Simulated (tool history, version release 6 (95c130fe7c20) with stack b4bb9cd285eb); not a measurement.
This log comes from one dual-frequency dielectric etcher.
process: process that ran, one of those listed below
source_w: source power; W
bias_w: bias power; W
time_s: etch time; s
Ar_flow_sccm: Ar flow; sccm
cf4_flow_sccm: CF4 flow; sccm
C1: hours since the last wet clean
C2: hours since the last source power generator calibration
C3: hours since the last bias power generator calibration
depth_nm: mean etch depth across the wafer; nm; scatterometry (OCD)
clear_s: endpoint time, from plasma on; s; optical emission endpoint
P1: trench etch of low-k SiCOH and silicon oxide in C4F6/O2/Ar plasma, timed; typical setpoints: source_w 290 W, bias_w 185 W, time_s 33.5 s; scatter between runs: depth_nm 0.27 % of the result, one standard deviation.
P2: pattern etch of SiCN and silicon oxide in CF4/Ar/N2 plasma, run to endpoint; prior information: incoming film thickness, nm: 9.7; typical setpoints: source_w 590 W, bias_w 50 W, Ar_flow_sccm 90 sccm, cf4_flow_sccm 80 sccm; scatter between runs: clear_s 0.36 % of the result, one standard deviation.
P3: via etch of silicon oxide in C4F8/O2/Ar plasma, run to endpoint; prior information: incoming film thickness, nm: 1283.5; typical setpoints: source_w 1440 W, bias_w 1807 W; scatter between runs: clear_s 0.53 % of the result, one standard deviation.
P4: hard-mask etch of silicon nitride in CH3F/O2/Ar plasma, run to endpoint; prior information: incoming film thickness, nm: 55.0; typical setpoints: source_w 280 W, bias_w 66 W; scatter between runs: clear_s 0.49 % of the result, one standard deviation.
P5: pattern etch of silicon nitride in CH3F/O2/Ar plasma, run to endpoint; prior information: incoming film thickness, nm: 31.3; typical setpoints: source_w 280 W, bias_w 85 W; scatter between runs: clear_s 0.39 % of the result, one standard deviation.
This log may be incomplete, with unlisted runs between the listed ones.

run 1 hour=7.5 | process=P1 source_w=290 bias_w=185 time_s=33.5 | C1=437.1 C2=2574.3 C3=1001.2 | depth_nm=96.441
run 2 hour=16.4 | process=P2 source_w=590 bias_w=33 Ar_flow_sccm=90 cf4_flow_sccm=80 | C1=446 C2=2583.2 C3=1010.1 | clear_s=10.673
run 3 hour=26.1 | process=P4 source_w=280 bias_w=66 | C1=455.7 C2=2592.9 C3=1019.8 | clear_s=92.799
run 4 hour=40.6 | process=P1 source_w=180 bias_w=185 time_s=33.5 | C1=470.2 C2=2607.4 C3=1034.3 | depth_nm=80.233
run 5 hour=55.6 | process=P1 source_w=370 bias_w=112 time_s=33.5 | C1=485.2 C2=2622.4 C3=1049.3 | depth_nm=90.972
run 6 hour=64.5 | process=P5 source_w=280 bias_w=85 | C1=494.1 C2=2631.3 C3=1058.2 | clear_s=49.439
run 7 hour=77.4 | process=P3 source_w=1440 bias_w=1807 | C1=507 C2=2644.2 C3=1071.1 | clear_s=296.95
run 8 hour=87.9 | process=P1 source_w=290 bias_w=185 time_s=33.5 | C1=517.5 C2=2654.7 C3=1081.6 | depth_nm=96.239
run 9 hour=102.1 | process=P3 source_w=850 bias_w=1807 | C1=531.7 C2=2668.9 C3=1095.8 | clear_s=368.36
run 10 hour=113.1 | process=P4 source_w=370 bias_w=66 | C1=542.7 C2=2679.9 C3=1106.8 | clear_s=83.863
run 11 hour=128.1 | process=P5 source_w=280 bias_w=55 | C1=557.7 C2=2694.9 C3=1121.8 | clear_s=57.638
run 12 hour=143.1 | process=P1 source_w=290 bias_w=185 time_s=41.5 | C1=572.7 C2=2709.9 C3=1136.8 | depth_nm=119.92
run 13 hour=158.3 | process=P1 source_w=350 bias_w=185 time_s=33.5 | C1=587.9 C2=2725.1 C3=1152 | depth_nm=103.71
run 14 hour=166.1 | process=P1 source_w=290 bias_w=185 time_s=33.5 | C1=595.7 C2=2732.9 C3=1159.8 | depth_nm=96.143
run 15 hour=181.7 | process=P1 source_w=290 bias_w=185 time_s=33.5 | C1=611.3 C2=2748.5 C3=1175.4 | depth_nm=96.894
run 16 hour=195.5 | process=P1 source_w=290 bias_w=236 time_s=33.5 | C1=625.1 C2=2762.3 C3=1189.2 | depth_nm=104.81
run 17 hour=206 | process=P1 source_w=290 bias_w=130 time_s=33.5 | C1=635.6 C2=2772.8 C3=1199.7 | depth_nm=86.843
run 18 hour=216.9 | process=P1 source_w=290 bias_w=185 time_s=33.5 | C1=646.5 C2=2783.7 C3=1210.6 | depth_nm=96.776
run 19 hour=232.6 | process=P4 source_w=280 bias_w=66 | C1=662.2 C2=2799.4 C3=1226.3 | clear_s=93.805
run 20 hour=244.1 | process=P3 source_w=1440 bias_w=1064 | C1=673.7 C2=2810.9 C3=1237.8 | clear_s=346.6
run 21 hour=260.1 | process=P5 source_w=210 bias_w=85 | C1=689.7 C2=2826.9 C3=1253.8 | clear_s=55.164
run 22 hour=268.6 | process=P2 source_w=590 bias_w=50 Ar_flow_sccm=108 cf4_flow_sccm=80 | C1=698.2 C2=2835.4 C3=1262.3 | clear_s=9.8182
run 23 hour=282 | process=P2 source_w=590 bias_w=50 Ar_flow_sccm=90 cf4_flow_sccm=80 | C1=711.6 C2=2848.8 C3=1275.7 | clear_s=9.5326
run 24 hour=295.2 | process=P1 source_w=290 bias_w=185 time_s=20.5 | C1=724.8 C2=2862 C3=1288.9 | depth_nm=59.328
run 25 hour=304.1 | process=P4 source_w=280 bias_w=90 | C1=733.7 C2=2870.9 C3=1297.8 | clear_s=83.853
run 26 hour=314.7 | process=P2 source_w=590 bias_w=50 Ar_flow_sccm=90 cf4_flow_sccm=65 | C1=744.3 C2=2881.5 C3=1308.4 | clear_s=9.8379
run 27 hour=322.1 | process=P2 source_w=800 bias_w=50 Ar_flow_sccm=90 cf4_flow_sccm=80 | C1=751.7 C2=2888.9 C3=1315.8 | clear_s=7.237
run 28 hour=335 | process=P1 source_w=290 bias_w=185 time_s=33.5 | C1=764.6 C2=2901.8 C3=1328.7 | depth_nm=96.783
run 29 hour=346.2 | process=P1 source_w=290 bias_w=185 time_s=33.5 | C1=775.8 C2=2913 C3=1339.9 | depth_nm=97.993
run 30 hour=361.7 | process=P1 source_w=290 bias_w=185 time_s=33.5 | C1=791.3 C2=2928.5 C3=1355.4 | depth_nm=97.614
run 31 hour=371.7 | process=P1 source_w=290 bias_w=185 time_s=33.5 | C1=801.3 C2=2938.5 C3=1365.4 | depth_nm=97.874
-- hour=372.4 wet clean of the chamber
run 32 hour=380.5 | process=P1 source_w=290 bias_w=185 time_s=33.5 | C1=8.2 C2=2947.3 C3=1374.2 | depth_nm=98.465
run 33 hour=388.5 | process=P1 source_w=290 bias_w=185 time_s=33.5 | C1=16.2 C2=2955.3 C3=1382.2 | depth_nm=97.796
run 34 hour=402.7 | process=P1 source_w=290 bias_w=185 time_s=33.5 | C1=30.4 C2=2969.5 C3=1396.4 | depth_nm=97.872
run 35 hour=414 | process=P1 source_w=290 bias_w=185 time_s=33.5 | C1=41.7 C2=2980.8 C3=1407.7 | depth_nm=98.106
run 36 hour=424.4 | process=P1 source_w=290 bias_w=185 time_s=33.5 | C1=52.1 C2=2991.2 C3=1418.1 | depth_nm=98.111
run 37 hour=435.7 | process=P1 source_w=290 bias_w=185 time_s=33.5 | C1=63.4 C2=3002.5 C3=1429.4 | depth_nm=97.951

The log shows P1 creeping away from where it was. Any of the 2 causes listed here, at the size stated for it, fits the log just as well as the others:
A: bias power that arrives over what is set, % = 4.19
B: source power that arrives over what is set, % = 3.53
The creep began at about hour 335.
Ruled out, with reasons:
chamber walls in a state that raises the etch rate, %: serviced after onset, at hour 372.4, with no recovery of the prior output

Below are 4 check runs, each averaged over 2 wafers, with their results shown as question marks. Which of them would give clearly different results depending on which cause is behind the drift?
run check 1 hour=447 | process=P2 source_w=590 bias_w=33 Ar_flow_sccm=90 cf4_flow_sccm=80 | clear_s=?
run check 2 hour=447 | process=P3 source_w=970 bias_w=1397 | clear_s=?
run check 3 hour=447 | process=P4 source_w=330 bias_w=86 | clear_s=?
run check 4 hour=447 | process=P5 source_w=210 bias_w=85 | clear_s=?

What each check would give under each cause:
check=check_1 result=clear_s if_A=10.532 if_B=10.312
check=check_2 result=clear_s if_A=371.05 if_B=370.15
check=check_3 result=clear_s if_A=78.917 if_B=79.067
check=check_4 result=clear_s if_A=54.147 if_B=54.278
Smallest distance between any two causes, each pair judged by its most separating result, in per cent: check 1 2.11 %; check 2 0.24 %; check 3 0.19 %; check 4 0.24 %
The other checks would show nearly matching results whichever cause is true, so check 1 is the only one that separates the causes.

Running check 1 produced the following: clear_s 10.547 s. Which one of the listed causes fits?

It is A: bias power that arrives over what is set, %.
